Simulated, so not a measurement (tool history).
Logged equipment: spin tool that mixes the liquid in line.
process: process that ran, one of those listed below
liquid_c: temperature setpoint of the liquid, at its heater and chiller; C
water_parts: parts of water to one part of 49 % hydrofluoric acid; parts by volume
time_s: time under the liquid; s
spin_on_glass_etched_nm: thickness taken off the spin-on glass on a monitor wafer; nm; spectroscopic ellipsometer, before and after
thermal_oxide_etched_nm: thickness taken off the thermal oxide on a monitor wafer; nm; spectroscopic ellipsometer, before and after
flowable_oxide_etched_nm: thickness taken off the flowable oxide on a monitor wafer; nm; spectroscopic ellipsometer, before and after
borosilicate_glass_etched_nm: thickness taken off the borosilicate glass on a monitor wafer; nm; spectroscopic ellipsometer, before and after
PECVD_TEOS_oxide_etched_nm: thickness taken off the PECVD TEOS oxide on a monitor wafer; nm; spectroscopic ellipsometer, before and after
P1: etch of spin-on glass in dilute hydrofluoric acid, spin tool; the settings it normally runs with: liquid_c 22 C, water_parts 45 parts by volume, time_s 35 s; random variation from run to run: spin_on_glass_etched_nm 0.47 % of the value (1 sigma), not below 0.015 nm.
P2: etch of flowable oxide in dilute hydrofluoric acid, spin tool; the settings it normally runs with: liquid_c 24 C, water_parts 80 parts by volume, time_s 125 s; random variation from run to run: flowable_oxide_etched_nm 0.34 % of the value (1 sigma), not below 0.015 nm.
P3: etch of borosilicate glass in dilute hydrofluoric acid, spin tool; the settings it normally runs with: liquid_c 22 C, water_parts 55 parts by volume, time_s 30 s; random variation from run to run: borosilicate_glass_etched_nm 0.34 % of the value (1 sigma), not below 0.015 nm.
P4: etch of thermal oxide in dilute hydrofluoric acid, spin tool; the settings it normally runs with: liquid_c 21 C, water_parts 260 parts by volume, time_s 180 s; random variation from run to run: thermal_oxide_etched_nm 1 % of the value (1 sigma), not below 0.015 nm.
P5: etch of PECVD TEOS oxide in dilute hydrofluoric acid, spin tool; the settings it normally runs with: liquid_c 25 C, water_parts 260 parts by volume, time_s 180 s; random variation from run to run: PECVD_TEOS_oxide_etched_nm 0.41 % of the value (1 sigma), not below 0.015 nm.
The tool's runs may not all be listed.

run	day	process	liquid_c	water_parts	time_s	hours since the thermometer was replaced	hours since the hydrofluoric acid flow meter was replaced	spin_on_glass_etched_nm	thermal_oxide_etched_nm	flowable_oxide_etched_nm	borosilicate_glass_etched_nm	PECVD_TEOS_oxide_etched_nm
1	0.388	P1	22	45	35	1123.6	192.6	40.552				
2	0.983	P4	21	260	180	1137.9	206.9		2.5584			
3	1.692	P1	17	45	60	1154.9	223.9	56.006				
4	2.35	P2	24	80	125	1170.7	239.7			54.211		
5	2.788	P4	21	260	180	1181.2	250.2		2.5715			
6	3.242	P1	18	45	35	1192.1	261.1	34.226				
7	3.754	P3	22	55	30	1204.4	273.4				24.747	
8	4.354	P2	24	80	240	1218.8	287.8			103.26		
9	5.05	P4	21	260	15	1235.5	304.5		0.20638			
10	5.762	P1	28.5	45	35	1252.6	321.6	53.25				
11	6.538	P5	25	260	180	1271.2	340.2					7.8544
12	7.017	P1	22	30	35	1282.7	351.7	62.446				
13	7.525	P2	32	80	125	1294.9	363.9			73.857		
14	7.929	P1	22	45	15	1304.6	373.6	17.426				
15	8.542	P1	22	45	35	1319.3	388.3	40.415				
16	9.017	P5	32.5	260	180	1330.7	399.7					10.138
17	9.754	P1	22	45	35	1348.4	417.4	40.731				
18	10.429	P1	22	45	35	1364.6	433.6	40.947				
19	10.896	P2	24	80	125	1375.8	444.8			53.885		
20	11.604	P1	22	45	35	1392.8	461.8	40.627				
21	12.129	P1	22	60	35	1405.4	474.4	30.256				
22	12.625	P1	22	45	65	1417.3	486.3	75.807				
23	13.221	P1	22	45	35	1431.6	500.6	40.477				
24	14	P3	22	55	15	1450.3	519.3				12.418	
25	14.662	P3	17	55	30	1466.2	535.2				19.957	
26	15.2	P1	22	30	15	1479.1	548.1	26.597				
27	15.862	P4	21	60	180	1495	564		13.577			
28	16.567	P2	24	20	125	1511.9	580.9			233.7		
29	17.238	P1	22	30	50	1528	597	88.702				
30	17.733	P3	22	20	30	1539.9	608.9				70.891	
31	18.483	P5	25	260	60	1557.9	626.9					2.6313
32	19.204	P4	28.5	260	180	1575.2	644.2		3.354			
33	19.588	P5	25	410	180	1584.4	653.4					4.3279
34	20.317	P1	22	45	35	1601.9	670.9	40.446				
35	20.696	P1	22	45	35	1611	680	41.578				
36	21.467	P1	22	45	35	1629.5	698.5	43.167				
37	21.983	P1	22	45	35	1641.9	710.9	43.209				
38	22.55	P1	22	45	35	1655.5	724.5	44.016				
39	23.192	P1	22	45	35	1670.9	739.9	43.766				
40	23.667	P1	22	45	35	1682.3	751.3	43.742				
41	24.2	P1	22	45	35	1695.1	764.1	44.169				
42	24.679	P1	22	45	35	1706.6	775.6	43.701				

Something has made what P1 gives creep away from where it was; the 2 causes below, each at its own stated size, fit the log equally well:
A: hydrofluoric acid flow above the setpoint (%) = 7.9
B: liquid hotter than its thermometer reads (K) = 1.93
The onset of the drift is placed at about day 20.317.

Consider the 4 single-wafer check runs listed below, results given as question marks: which one distinguishes between the causes by giving clearly different results for each?
check 1	25.158	P3	17	55	30						?	
check 2	25.158	P2	29	40	125					?		
check 3	25.158	P5	30	260	180							?
check 4	25.158	P4	21	65	15				?			

Expected result of each check under each candidate cause:
check	result	if A	if B
check 1	borosilicate_glass_etched_nm	21.659	21.712
check 2	flowable_oxide_etched_nm	150.46	149.85
check 3	PECVD_TEOS_oxide_etched_nm	10.268	9.9148
check 4	thermal_oxide_etched_nm	1.134	1.1318
Minimum pairwise separation of causes per check, each pair taken at its best-separating result: check 1 0.24 %; check 2 0.4 %; check 3 3.5 %; check 4 0.2 %
Check 3 tells the causes apart: in the others they would give nearly the same result.

Here is what check 3 returned: PECVD_TEOS_oxide_etched_nm 10.225 nm. Which cause is it?

The correct cause is A, namely: hydrofluoric acid flow above the setpoint (%).

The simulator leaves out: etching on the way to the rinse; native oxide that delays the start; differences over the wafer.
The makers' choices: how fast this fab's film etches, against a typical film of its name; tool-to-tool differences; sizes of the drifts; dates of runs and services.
